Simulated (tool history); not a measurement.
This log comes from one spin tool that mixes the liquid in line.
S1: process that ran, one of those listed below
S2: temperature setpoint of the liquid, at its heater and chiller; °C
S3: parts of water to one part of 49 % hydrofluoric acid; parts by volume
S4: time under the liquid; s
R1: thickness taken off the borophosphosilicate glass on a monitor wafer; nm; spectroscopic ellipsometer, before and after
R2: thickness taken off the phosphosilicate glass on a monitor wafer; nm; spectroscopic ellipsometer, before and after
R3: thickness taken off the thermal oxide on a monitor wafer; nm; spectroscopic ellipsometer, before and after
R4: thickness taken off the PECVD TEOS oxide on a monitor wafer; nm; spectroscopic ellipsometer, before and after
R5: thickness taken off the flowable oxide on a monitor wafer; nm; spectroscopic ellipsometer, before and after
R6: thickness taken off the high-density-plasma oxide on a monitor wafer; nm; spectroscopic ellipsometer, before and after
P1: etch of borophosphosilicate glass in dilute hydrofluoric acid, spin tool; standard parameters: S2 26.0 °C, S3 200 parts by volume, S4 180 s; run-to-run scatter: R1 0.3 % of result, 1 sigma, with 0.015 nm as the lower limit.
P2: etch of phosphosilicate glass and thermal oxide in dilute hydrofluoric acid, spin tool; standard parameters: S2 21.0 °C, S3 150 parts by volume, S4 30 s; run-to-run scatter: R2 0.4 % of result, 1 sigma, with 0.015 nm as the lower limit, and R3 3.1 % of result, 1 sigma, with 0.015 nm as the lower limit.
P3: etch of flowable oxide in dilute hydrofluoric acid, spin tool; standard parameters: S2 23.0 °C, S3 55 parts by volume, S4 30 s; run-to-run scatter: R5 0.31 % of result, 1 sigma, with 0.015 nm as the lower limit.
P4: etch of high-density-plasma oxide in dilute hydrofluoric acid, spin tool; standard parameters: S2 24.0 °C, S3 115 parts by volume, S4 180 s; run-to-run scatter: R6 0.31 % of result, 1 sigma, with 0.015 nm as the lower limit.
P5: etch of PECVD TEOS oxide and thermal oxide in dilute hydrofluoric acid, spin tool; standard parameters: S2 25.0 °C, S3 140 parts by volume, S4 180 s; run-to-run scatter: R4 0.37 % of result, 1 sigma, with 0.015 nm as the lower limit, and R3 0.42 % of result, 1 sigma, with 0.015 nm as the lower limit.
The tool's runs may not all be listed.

| run | hour | S1 | S2 | S3 | S4 | R1 | R2 | R3 | R4 | R5 | R6 |
|---|---|---|---|---|---|---|---|---|---|---|---|
| 1 | 6.4 | P1 | 26.0 | 200 | 180 | 35.791 |  |  |  |  |  |
| 2 | 15.5 | P1 | 26.0 | 200 | 180 | 35.809 |  |  |  |  |  |
| 3 | 26.2 | P2 | 29.0 | 150 | 30 |  | 16.0980 | 1.04390 |  |  |  |
| 4 | 37.5 | P5 | 25.0 | 140 | 180 |  |  | 5.78440 | 14.5720 |  |  |
| 5 | 48.8 | P2 | 21.0 | 150 | 30 |  | 11.8830 | 0.75246 |  |  |  |
| 6 | 56.1 | P3 | 17.0 | 55 | 30 |  |  |  |  | 9.1224 |  |
| 7 | 62.0 | P5 | 18.5 | 140 | 180 |  |  | 4.54550 | 11.3350 |  |  |
|  | 68.0 | hydrofluoric acid flow meter replaced |
| 8 | 72.1 | P1 | 26.0 | 200 | 180 | 35.858 |  |  |  |  |  |
| 9 | 79.0 | P5 | 25.0 | 140 | 265 |  |  | 8.62110 | 21.4610 |  |  |
| 10 | 86.5 | P1 | 26.0 | 325 | 180 | 19.394 |  |  |  |  |  |
| 11 | 94.9 | P1 | 31.5 | 200 | 325 | 78.485 |  |  |  |  |  |
| 12 | 103.8 | P4 | 24.0 | 115 | 350 |  |  |  |  |  | 14.9960 |
| 13 | 110.0 | P1 | 26.0 | 200 | 180 | 35.831 |  |  |  |  |  |
| 14 | 116.0 | P1 | 26.0 | 200 | 180 | 35.648 |  |  |  |  |  |
| 15 | 122.1 | P2 | 21.0 | 150 | 30 |  | 11.8340 | 0.77047 |  |  |  |
| 16 | 130.0 | P2 | 21.0 | 150 | 15 |  | 5.9734 | 0.40200 |  |  |  |
| 17 | 139.9 | P3 | 23.0 | 55 | 30 |  |  |  |  | 11.9030 |  |
| 18 | 147.6 | P3 | 23.0 | 20 | 30 |  |  |  |  | 33.8640 |  |
| 19 | 156.2 | P4 | 30.0 | 115 | 180 |  |  |  |  |  | 9.7039 |
| 20 | 162.6 | P3 | 23.0 | 55 | 30 |  |  |  |  | 11.9200 |  |
| 21 | 172.7 | P1 | 26.0 | 200 | 345 | 68.396 |  |  |  |  |  |
| 22 | 181.1 | P1 | 26.0 | 80 | 180 | 103.420 |  |  |  |  |  |
| 23 | 186.2 | P1 | 26.0 | 200 | 180 | 35.703 |  |  |  |  |  |
| 24 | 197.5 | P1 | 20.5 | 200 | 180 | 29.134 |  |  |  |  |  |
| 25 | 204.1 | P4 | 24.0 | 55 | 180 |  |  |  |  |  | 17.3610 |
| 26 | 211.4 | P3 | 23.0 | 55 | 50 |  |  |  |  | 19.7730 |  |
| 27 | 221.4 | P5 | 25.0 | 255 | 180 |  |  | 2.82280 | 7.0516 |  |  |
| 28 | 229.2 | P4 | 24.0 | 115 | 180 |  |  |  |  |  | 7.7347 |
| 29 | 235.3 | P1 | 26.0 | 200 | 95 | 18.939 |  |  |  |  |  |
| 30 | 240.8 | P2 | 21.0 | 270 | 30 |  | 5.8855 | 0.42093 |  |  |  |
| 31 | 250.5 | P1 | 26.0 | 200 | 180 | 35.748 |  |  |  |  |  |
| 32 | 258.0 | P1 | 31.5 | 200 | 180 | 43.245 |  |  |  |  |  |
| 33 | 268.5 | P1 | 26.0 | 200 | 180 | 35.950 |  |  |  |  |  |
| 34 | 279.5 | P1 | 26.0 | 200 | 180 | 37.271 |  |  |  |  |  |
| 35 | 285.8 | P1 | 26.0 | 200 | 180 | 37.678 |  |  |  |  |  |
| 36 | 293.8 | P1 | 26.0 | 200 | 180 | 37.958 |  |  |  |  |  |
| 37 | 298.8 | P1 | 26.0 | 200 | 180 | 38.375 |  |  |  |  |  |
| 38 | 305.3 | P1 | 26.0 | 200 | 180 | 38.672 |  |  |  |  |  |
| 39 | 310.4 | P1 | 26.0 | 200 | 180 | 38.827 |  |  |  |  |  |
| 40 | 318.0 | P1 | 26.0 | 200 | 180 | 38.693 |  |  |  |  |  |
| 41 | 325.4 | P1 | 26.0 | 200 | 180 | 38.712 |  |  |  |  |  |
| 42 | 335.7 | P1 | 26.0 | 200 | 180 | 39.144 |  |  |  |  |  |

What P1 gives has crept off from where it sat before. The 2 causes that follow fit the log equally well, each at the size noted:
A: liquid hotter than its thermometer reads (K) = 2.34
B: hydrofluoric acid flow above the setpoint (%) = 7.09
The drift started at roughly hour 268.5.

Each of the 4 check runs below uses one wafer; its results are left as question marks. Which run tells the causes apart?
| check 1 | 346.0 | P4 | 29.0 | 115 | 180 |  |  |  |  |  | ? |
| check 2 | 346.0 | P3 | 18.0 | 20 | 30 |  |  |  |  | ? |  |
| check 3 | 346.0 | P2 | 24.0 | 200 | 30 |  | ? | ? |  |  |  |
| check 4 | 346.0 | P5 | 21.0 | 220 | 180 |  |  | ? | ? |  |  |

How each check would come out, cause by cause:
| check | result | if A | if B |
|---|---|---|---|
| check 1 | R6 | 10.1670 | 10.0890 |
| check 2 | R5 | 30.3360 | 29.3650 |
| check 3 | R2 | 10.3160 | 10.2900 |
| check 3 | R3 | 0.67645 | 0.67473 |
| check 4 | R3 | 3.19970 | 3.18630 |
| check 4 | R4 | 7.9811 | 7.9476 |
Minimum pairwise separation of causes per check, each pair taken at its best-separating result: check 1 0.77 %; check 2 3.25 %; check 3 0.25 %; check 4 0.42 %
Check 2 is the one run that separates the causes; every other check would come out nearly the same whichever cause is at work.

Running check 2 produced the following: R5 30.2840 nm. Which one of the listed causes fits?

It is A: liquid hotter than its thermometer reads (K).

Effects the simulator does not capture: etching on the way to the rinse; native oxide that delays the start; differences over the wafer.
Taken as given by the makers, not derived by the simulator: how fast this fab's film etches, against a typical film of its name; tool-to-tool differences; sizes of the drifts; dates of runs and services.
